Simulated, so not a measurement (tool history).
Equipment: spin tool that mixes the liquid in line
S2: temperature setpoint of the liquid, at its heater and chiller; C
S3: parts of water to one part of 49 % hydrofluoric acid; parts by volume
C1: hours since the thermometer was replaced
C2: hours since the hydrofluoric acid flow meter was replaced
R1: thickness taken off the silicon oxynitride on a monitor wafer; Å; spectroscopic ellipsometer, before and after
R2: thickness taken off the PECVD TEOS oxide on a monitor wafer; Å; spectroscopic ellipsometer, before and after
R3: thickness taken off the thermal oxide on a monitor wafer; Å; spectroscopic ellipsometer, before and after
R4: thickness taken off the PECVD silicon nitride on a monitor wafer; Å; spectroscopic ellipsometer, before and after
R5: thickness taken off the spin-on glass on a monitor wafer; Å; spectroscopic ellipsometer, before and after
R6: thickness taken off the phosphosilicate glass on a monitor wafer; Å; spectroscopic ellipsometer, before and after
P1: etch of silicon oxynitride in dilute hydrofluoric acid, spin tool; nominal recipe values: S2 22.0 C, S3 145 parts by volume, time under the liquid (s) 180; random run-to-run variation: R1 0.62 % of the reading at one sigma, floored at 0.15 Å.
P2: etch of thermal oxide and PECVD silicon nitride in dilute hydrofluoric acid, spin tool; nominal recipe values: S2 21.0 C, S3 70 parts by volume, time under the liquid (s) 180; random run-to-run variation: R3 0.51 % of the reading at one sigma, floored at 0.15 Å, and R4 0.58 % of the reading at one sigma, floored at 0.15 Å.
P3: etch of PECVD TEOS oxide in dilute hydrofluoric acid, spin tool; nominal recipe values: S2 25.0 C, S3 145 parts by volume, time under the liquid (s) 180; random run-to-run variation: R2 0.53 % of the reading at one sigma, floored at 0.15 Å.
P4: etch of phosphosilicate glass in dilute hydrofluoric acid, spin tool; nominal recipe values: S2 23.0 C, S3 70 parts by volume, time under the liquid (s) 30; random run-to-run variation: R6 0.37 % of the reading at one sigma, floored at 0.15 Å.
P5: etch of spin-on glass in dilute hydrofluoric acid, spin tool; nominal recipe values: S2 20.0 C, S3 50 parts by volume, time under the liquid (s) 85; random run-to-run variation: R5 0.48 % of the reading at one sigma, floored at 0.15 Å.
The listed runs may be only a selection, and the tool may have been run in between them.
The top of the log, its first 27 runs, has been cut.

Run 28, day 13.429: process that ran P4, S2 23.0 C, S3 70 parts by volume, time under the liquid (s) 30; C1 214.0; C2 578.6. Result: R6 676.56 Å.
Run 29, day 14.117: process that ran P1, S2 22.0 C, S3 215 parts by volume, time under the liquid (s) 40; C1 230.5; C2 595.1. Result: R1 7.9152 Å.
Run 30, day 14.454: process that ran P2, S2 21.0 C, S3 70 parts by volume, time under the liquid (s) 15; C1 238.6; C2 603.2. Result: R3 9.6476 Å, R4 2.9572 Å.
Run 31, day 14.867: process that ran P1, S2 22.0 C, S3 145 parts by volume, time under the liquid (s) 180; C1 248.5; C2 613.1. Result: R1 52.2290 Å.
Run 32, day 15.346: process that ran P1, S2 22.0 C, S3 145 parts by volume, time under the liquid (s) 180; C1 260.0; C2 624.6. Result: R1 50.9620 Å.
Run 33, day 15.812: process that ran P1, S2 22.0 C, S3 145 parts by volume, time under the liquid (s) 180; C1 271.2; C2 635.8. Result: R1 50.2970 Å.
Run 34, day 16.300: process that ran P1, S2 22.0 C, S3 145 parts by volume, time under the liquid (s) 180; C1 282.9; C2 647.5. Result: R1 49.2730 Å.
Run 35, day 16.642: process that ran P1, S2 22.0 C, S3 145 parts by volume, time under the liquid (s) 180; C1 291.1; C2 655.7. Result: R1 49.1460 Å.
Run 36, day 17.329: process that ran P1, S2 22.0 C, S3 145 parts by volume, time under the liquid (s) 180; C1 307.6; C2 672.2. Result: R1 48.5980 Å.
Run 37, day 17.783: process that ran P1, S2 22.0 C, S3 145 parts by volume, time under the liquid (s) 180; C1 318.5; C2 683.1. Result: R1 49.0400 Å.
Run 38, day 18.333: process that ran P1, S2 22.0 C, S3 145 parts by volume, time under the liquid (s) 180; C1 331.7; C2 696.3. Result: R1 48.9890 Å.

Run 39 has not been measured yet. What should we expect?
Run 39, day 18.858: process that ran P1, S2 22.0 C, S3 145 parts by volume, time under the liquid (s) 180; C1 344.3; C2 708.9. Result: R1 ?.

{"run 39": {"R1": 47.458}}
